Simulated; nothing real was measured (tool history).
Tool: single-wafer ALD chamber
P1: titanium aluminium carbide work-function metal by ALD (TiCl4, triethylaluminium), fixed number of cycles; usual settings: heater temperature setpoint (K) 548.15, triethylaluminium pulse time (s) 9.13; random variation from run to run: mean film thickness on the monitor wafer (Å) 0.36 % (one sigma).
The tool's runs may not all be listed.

| run | hour | heater temperature setpoint (K) | triethylaluminium pulse time (s) | mean film thickness on the monitor wafer (Å) |
|---|---|---|---|---|
| 1 | 8.1 | 548.15 | 9.13 | 16.947 |
| 2 | 17.8 | 548.15 | 3.33 | 12.048 |
| 3 | 33.2 | 526.15 | 11.99 | 15.518 |
| 4 | 42.4 | 523.15 | 9.13 | 15.032 |
| 5 | 54.8 | 548.15 | 9.13 | 16.833 |
| 6 | 65.5 | 548.15 | 15.07 | 17.566 |
| 7 | 78.6 | 548.15 | 9.13 | 16.864 |
| 8 | 89.0 | 561.15 | 9.13 | 17.995 |
| 9 | 98.2 | 570.15 | 12.50 | 19.393 |
| 10 | 111.6 | 566.15 | 6.45 | 17.111 |
| 11 | 124.5 | 548.15 | 9.13 | 16.963 |
| 12 | 139.8 | 548.15 | 9.13 | 16.916 |
| 13 | 151.7 | 548.15 | 9.13 | 16.743 |
| 14 | 163.8 | 548.15 | 9.13 | 16.766 |
| 15 | 173.8 | 548.15 | 9.13 | 16.677 |
| 16 | 181.5 | 548.15 | 9.13 | 16.503 |
| 17 | 191.8 | 548.15 | 9.13 | 16.511 |
| 18 | 200.8 | 548.15 | 9.13 | 16.553 |
| 19 | 207.5 | 548.15 | 9.13 | 16.592 |
| 20 | 222.8 | 548.15 | 9.13 | 16.390 |
| 21 | 238.3 | 548.15 | 9.13 | 16.441 |
| 22 | 250.5 | 548.15 | 9.13 | 16.428 |
| 23 | 264.5 | 548.15 | 9.13 | 16.474 |

What P1 gives has crept away from where it was. These 2 causes fit the log equally well, each at the size given:
A: wafer temperature below the value expected at the setpoint (K) = 5.74
B: triethylaluminium dose below that of a fresh bottle (%) = 15.1
The creep began at about hour 139.8.

4 check runs are offered, one wafer each, their results left as question marks. Which one tells the causes apart?
| check 1 | 278.5 | 548.15 | 3.35 | ? |
| check 2 | 278.5 | 533.15 | 9.13 | ? |
| check 3 | 278.5 | 536.15 | 9.13 | ? |
| check 4 | 278.5 | 524.15 | 12.08 | ? |

What each check would give under each cause:
| check | result | if A | if B |
|---|---|---|---|
| check 1 | mean film thickness on the monitor wafer (Å) | 11.763 | 11.032 |
| check 2 | mean film thickness on the monitor wafer (Å) | 15.251 | 15.273 |
| check 3 | mean film thickness on the monitor wafer (Å) | 15.486 | 15.503 |
| check 4 | mean film thickness on the monitor wafer (Å) | 15.345 | 15.212 |
How far apart the two closest causes lie, in the result that separates them most: check 1 6.42 %; check 2 0.15 %; check 3 0.11 %; check 4 0.87 %
Only check 1 tells the causes apart: in the others they would give nearly the same result.

Then check 1 was run and gave: mean film thickness on the monitor wafer (Å) 11.756. Which cause is it?

It is A: wafer temperature below the value expected at the setpoint (K).
